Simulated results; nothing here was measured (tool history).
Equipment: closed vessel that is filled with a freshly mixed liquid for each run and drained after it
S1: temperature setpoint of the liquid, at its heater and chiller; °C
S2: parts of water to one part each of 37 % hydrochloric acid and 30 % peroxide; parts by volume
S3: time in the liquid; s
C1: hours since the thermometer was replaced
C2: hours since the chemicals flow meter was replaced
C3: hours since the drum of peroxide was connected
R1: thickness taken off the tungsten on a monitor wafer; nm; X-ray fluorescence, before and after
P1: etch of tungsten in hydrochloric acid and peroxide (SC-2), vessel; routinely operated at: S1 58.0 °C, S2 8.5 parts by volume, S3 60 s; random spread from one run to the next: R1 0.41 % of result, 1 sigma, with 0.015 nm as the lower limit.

{"run": 1, "day": 0.612, "S1": 58.0, "S2": 8.5, "S3": 60, "C1": 1534.3, "C2": 396.3, "C3": 570.0, "R1": 28.677}
{"run": 2, "day": 1.046, "S1": 58.0, "S2": 8.5, "S3": 60, "C1": 1544.7, "C2": 406.7, "C3": 580.4, "R1": 28.612}
{"run": 3, "day": 1.788, "S1": 45.5, "S2": 8.5, "S3": 30, "C1": 1562.5, "C2": 424.5, "C3": 598.2, "R1": 6.3298}
{"run": 4, "day": 2.538, "S1": 58.0, "S2": 8.5, "S3": 115, "C1": 1580.5, "C2": 442.5, "C3": 616.2, "R1": 54.637}
{"run": 5, "day": 2.908, "S1": 58.0, "S2": 8.5, "S3": 60, "C1": 1589.4, "C2": 451.4, "C3": 625.1, "R1": 28.825}
{"run": 6, "day": 3.7, "S1": 58.0, "S2": 8.5, "S3": 60, "C1": 1608.4, "C2": 470.4, "C3": 644.1, "R1": 28.889}
{"run": 7, "day": 4.321, "S1": 58.0, "S2": 4.0, "S3": 60, "C1": 1623.3, "C2": 485.3, "C3": 659.0, "R1": 50.011}
{"run": 8, "day": 4.962, "S1": 70.5, "S2": 8.5, "S3": 60, "C1": 1638.7, "C2": 500.7, "C3": 674.4, "R1": 61.889}
{"run": 9, "day": 5.692, "S1": 58.0, "S2": 8.5, "S3": 60, "C1": 1656.2, "C2": 518.2, "C3": 691.9, "R1": 28.761}
{"run": 10, "day": 6.475, "S1": 58.0, "S2": 8.5, "S3": 60, "C1": 1675.0, "C2": 537.0, "C3": 710.7, "R1": 28.734}
{"day": 6.621, "done": "thermometer replaced"}
{"run": 11, "day": 7.192, "S1": 58.0, "S2": 12.0, "S3": 60, "C1": 13.8, "C2": 554.2, "C3": 727.9, "R1": 21.582}
{"run": 12, "day": 7.771, "S1": 42.0, "S2": 8.5, "S3": 60, "C1": 27.7, "C2": 568.1, "C3": 741.8, "R1": 9.8601}
{"run": 13, "day": 8.292, "S1": 58.0, "S2": 8.5, "S3": 30, "C1": 40.2, "C2": 580.6, "C3": 754.3, "R1": 14.342}
{"run": 14, "day": 8.7, "S1": 58.0, "S2": 8.5, "S3": 60, "C1": 50.0, "C2": 590.4, "C3": 764.1, "R1": 28.732}
{"run": 15, "day": 9.167, "S1": 58.0, "S2": 8.5, "S3": 60, "C1": 61.2, "C2": 601.6, "C3": 775.3, "R1": 28.027}
{"run": 16, "day": 9.854, "S1": 58.0, "S2": 8.5, "S3": 60, "C1": 77.7, "C2": 618.1, "C3": 791.8, "R1": 27.592}
{"run": 17, "day": 10.542, "S1": 58.0, "S2": 8.5, "S3": 60, "C1": 94.2, "C2": 634.6, "C3": 808.3, "R1": 27.073}
{"run": 18, "day": 11.25, "S1": 58.0, "S2": 8.5, "S3": 60, "C1": 111.2, "C2": 651.6, "C3": 825.3, "R1": 26.867}
{"run": 19, "day": 11.729, "S1": 58.0, "S2": 8.5, "S3": 60, "C1": 122.7, "C2": 663.1, "C3": 836.8, "R1": 26.801}
{"run": 20, "day": 12.233, "S1": 58.0, "S2": 8.5, "S3": 60, "C1": 134.8, "C2": 675.2, "C3": 848.9, "R1": 26.705}
{"day": 12.492, "done": "new drum of peroxide connected"}
{"run": 21, "day": 12.592, "S1": 58.0, "S2": 8.5, "S3": 60, "C1": 143.4, "C2": 683.8, "C3": 2.4, "R1": 26.523}
{"run": 22, "day": 13.1, "S1": 58.0, "S2": 8.5, "S3": 60, "C1": 155.6, "C2": 696.0, "C3": 14.6, "R1": 26.505}
{"run": 23, "day": 13.871, "S1": 58.0, "S2": 8.5, "S3": 60, "C1": 174.1, "C2": 714.5, "C3": 33.1, "R1": 26.568}
{"run": 24, "day": 14.596, "S1": 58.0, "S2": 8.5, "S3": 60, "C1": 191.5, "C2": 731.9, "C3": 50.5, "R1": 26.804}
{"run": 25, "day": 15.342, "S1": 58.0, "S2": 8.5, "S3": 60, "C1": 209.4, "C2": 749.8, "C3": 68.4, "R1": 26.464}

What P1 gives has crept away from where it was. These 2 causes fit the log equally well, each at the size given:
A: liquid colder than its thermometer reads (K) = 1.22
B: chemicals flow below the setpoint (%) = 9.06
The onset of the drift is placed at about day 8.700.
Excluded causes, each with its reason:
peroxide weaker than its label (%): work on it at day 12.492, done after the drift set in, did not restore what the process gave before

Below are 4 check runs, each averaged over 2 wafers, with their results shown as question marks. Which of them would give clearly different results depending on which cause is behind the drift?
{"run": "check 1", "day": 16.088, "S1": 42.5, "S2": 4.0, "S3": 60, "R1": "?"}
{"run": "check 2", "day": 16.088, "S1": 58.0, "S2": 8.5, "S3": 100, "R1": "?"}
{"run": "check 3", "day": 16.088, "S1": 66.5, "S2": 8.5, "S3": 30, "R1": "?"}
{"run": "check 4", "day": 16.088, "S1": 47.5, "S2": 8.5, "S3": 60, "R1": "?"}

What each check would give under each cause:
check=check_1 result=R1 if_A=16.4160 if_B=16.7680
check=check_2 result=R1 if_A=44.2470 if_B=44.2540
check=check_3 result=R1 if_A=22.5530 if_B=22.4700
check=check_4 result=R1 if_A=13.2670 if_B=13.3380
Separation of the two closest causes in each check, using whichever result separates them best: check 1 2.12 %; check 2 0.02 %; check 3 0.37 %; check 4 0.54 %
Of the check runs offered, only check 1 discriminates between the causes; the rest would read about the same regardless of which cause applies.

After running check 1, the following was obtained: R1 16.8570 nm. Which cause does this point to?

It is B: chemicals flow below the setpoint (%).

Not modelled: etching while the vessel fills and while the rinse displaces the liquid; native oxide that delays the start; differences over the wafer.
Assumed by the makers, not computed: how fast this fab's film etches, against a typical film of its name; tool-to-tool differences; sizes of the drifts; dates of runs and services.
